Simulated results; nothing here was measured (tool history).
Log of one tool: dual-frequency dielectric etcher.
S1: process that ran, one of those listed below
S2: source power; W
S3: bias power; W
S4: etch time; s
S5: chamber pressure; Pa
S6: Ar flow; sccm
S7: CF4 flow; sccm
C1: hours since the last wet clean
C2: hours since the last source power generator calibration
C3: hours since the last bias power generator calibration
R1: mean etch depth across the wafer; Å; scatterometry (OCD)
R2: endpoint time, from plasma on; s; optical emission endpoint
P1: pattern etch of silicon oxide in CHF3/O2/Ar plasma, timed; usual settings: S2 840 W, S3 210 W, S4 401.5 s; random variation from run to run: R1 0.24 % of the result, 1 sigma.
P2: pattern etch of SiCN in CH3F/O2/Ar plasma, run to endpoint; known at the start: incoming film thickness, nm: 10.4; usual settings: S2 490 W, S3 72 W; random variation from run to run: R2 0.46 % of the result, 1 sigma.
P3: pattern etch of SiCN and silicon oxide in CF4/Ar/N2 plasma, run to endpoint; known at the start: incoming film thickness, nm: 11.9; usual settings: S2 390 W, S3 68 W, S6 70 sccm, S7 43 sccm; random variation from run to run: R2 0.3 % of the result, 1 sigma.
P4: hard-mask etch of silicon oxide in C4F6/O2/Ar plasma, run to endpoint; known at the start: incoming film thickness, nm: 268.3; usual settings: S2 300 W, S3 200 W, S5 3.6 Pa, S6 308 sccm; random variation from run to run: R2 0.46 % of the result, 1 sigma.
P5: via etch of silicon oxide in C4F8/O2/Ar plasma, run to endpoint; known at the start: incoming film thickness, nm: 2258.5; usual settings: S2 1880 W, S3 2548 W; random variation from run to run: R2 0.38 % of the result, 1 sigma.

run   hour  S1    S2    S3     S4   S5   S6  S7     C1      C2      C3      R1      R2
  1   10.3  P1   840   210  401.5                167.4  2000.2    2138  9185.2
  2   16.8  P2   360    72                       173.9  2006.7  2144.5          29.479
  3   23.6  P1   840   210  270.5                180.7  2013.5  2151.3    6211
  4   32.2  P4   300   200         3.6  308      189.3  2022.1  2159.9          91.662
  5   39.7  P5  1880  2548                       196.8  2029.6  2167.4          411.87
  6   49.6  P1   840   210  401.5                206.7  2039.5  2177.3  9220.7
  7   57.3  P1  1080   210  401.5                214.4  2047.2    2185   10118
  8   63.3  P5  1880  2548                       220.4  2053.2    2191           412.3
  9   73.7  P3   480    68               70  43  230.8  2063.6  2201.4          13.432
 10     81  P2   490    72                       238.1  2070.9  2208.7          26.024
 11   88.9  P5  1880  1756                         246  2078.8  2216.6          459.64
 12   96.4  P4   300   161         3.6  308      253.5  2086.3  2224.1          98.144
 13    103  P4   300   200         3.6  308      260.1  2092.9  2230.7           91.74
 14  109.6  P5  2580  2548                       266.7  2099.5  2237.3           364.4
 15  119.8  P1   840   210  401.5                276.9  2109.7  2247.5  9148.6
 16  129.3  P1   840   210  401.5                286.4  2119.2    2257    9211
 17  134.2  P4   300   200         3.6  226      291.3  2124.1  2261.9          88.963
 18  141.8  P4   300   200         4.7  308      298.9  2131.7  2269.5          94.408
 19  150.4  P1   840   210  401.5                307.5  2140.3  2278.1  9230.5
 20  156.2  P1   840   210  515.5                313.3  2146.1  2283.9   11807
 21  166.7  P2   490    72                       323.8  2156.6  2294.4          26.292
 22  171.4  P3   390    68               70  43  328.5  2161.3  2299.1           16.18
 23  181.6  P1   840   253  401.5                338.7  2171.5  2309.3  9820.3
 24  187.8  P3   390    68               70  43  344.9  2177.7  2315.5          16.216
 25  193.8  P3   390    68               55  43  350.9  2183.7  2321.5          15.606
 26  200.2  P1   840   141  401.5                357.3  2190.1  2327.9  8082.2
 27    209  P3   390    68               70  61  366.1  2198.9  2336.7          15.358
 28  214.5  P3   390    55               70  43  371.6  2204.4  2342.2          17.259
 29  221.2  P2   490    49                       378.3  2211.1  2348.9          30.171
 30  226.5  P1   840   210  401.5                383.6  2216.4  2354.2  9191.7
 31  231.6  P1   840   244    293                388.7  2221.5  2359.3  7060.8
 32  241.8  P1   550   210  401.5                398.9  2231.7  2369.5  7834.5
 33  251.6  P4   380   200         3.6  308      408.7  2241.5  2379.3          83.913
 34    257  P1   840   210  401.5                414.1  2246.9  2384.7  9195.3
 35  265.4  P1   840   210  401.5                422.5  2255.3  2393.1  9241.2
 36  275.3  P1   840   210  401.5                432.4  2265.2    2403  9313.9
     283.9  -- wet clean of the chamber
 37    285  P1   840   210  401.5                  1.1  2274.9  2412.7  9326.5
 38  292.6  P1   840   210  401.5                  8.7  2282.5  2420.3  9351.8
 39  302.3  P1   840   210  401.5                 18.4  2292.2    2430  9339.1
 40  312.4  P1   840   210  401.5                 28.5  2302.3  2440.1  9318.6
 41  317.1  P1   840   210  401.5                 33.2    2307  2444.8  9377.8
 42  326.7  P1   840   210  401.5                 42.8  2316.6  2454.4  9382.3
 43  332.4  P1   840   210  401.5                 48.5  2322.3  2460.1  9373.7

What P1 gives has crept away from where it was. These 2 causes fit the log equally well, each at the size given:
A: bias power that arrives over what is set, % = 4.88
B: source power that arrives over what is set, % = 4.34
The creep began at about hour 257.
Why every other cause is out:
chamber walls in a state that raises the etch rate, %: serviced at hour 283.9, which brought nothing back

4 check runs are offered, each on 2 wafers whose results are averaged, their results left as question marks. Which one tells the causes apart?
check 1  338.1  P2   490    72                                     ?
check 2  338.1  P5  1880  2548                                     ?
check 3  338.1  P4   300   200      3.6  308                       ?
check 4  338.1  P3   390    68            70  43                   ?

What each check would give under each cause:
  check  result    if A    if B
check 1      R2  25.856  25.871
check 2      R2  405.49  404.58
check 3      R2  90.329  90.277
check 4      R2  15.902  15.573
How far apart the two closest causes lie, in the result that separates them most: check 1 0.06 %; check 2 0.22 %; check 3 0.06 %; check 4 2.09 %
Only check 4 tells the causes apart: in the others they would give nearly the same result.

Then check 4 was run and gave: R2 15.589 s. Which cause is it?

It is B: source power that arrives over what is set, %.

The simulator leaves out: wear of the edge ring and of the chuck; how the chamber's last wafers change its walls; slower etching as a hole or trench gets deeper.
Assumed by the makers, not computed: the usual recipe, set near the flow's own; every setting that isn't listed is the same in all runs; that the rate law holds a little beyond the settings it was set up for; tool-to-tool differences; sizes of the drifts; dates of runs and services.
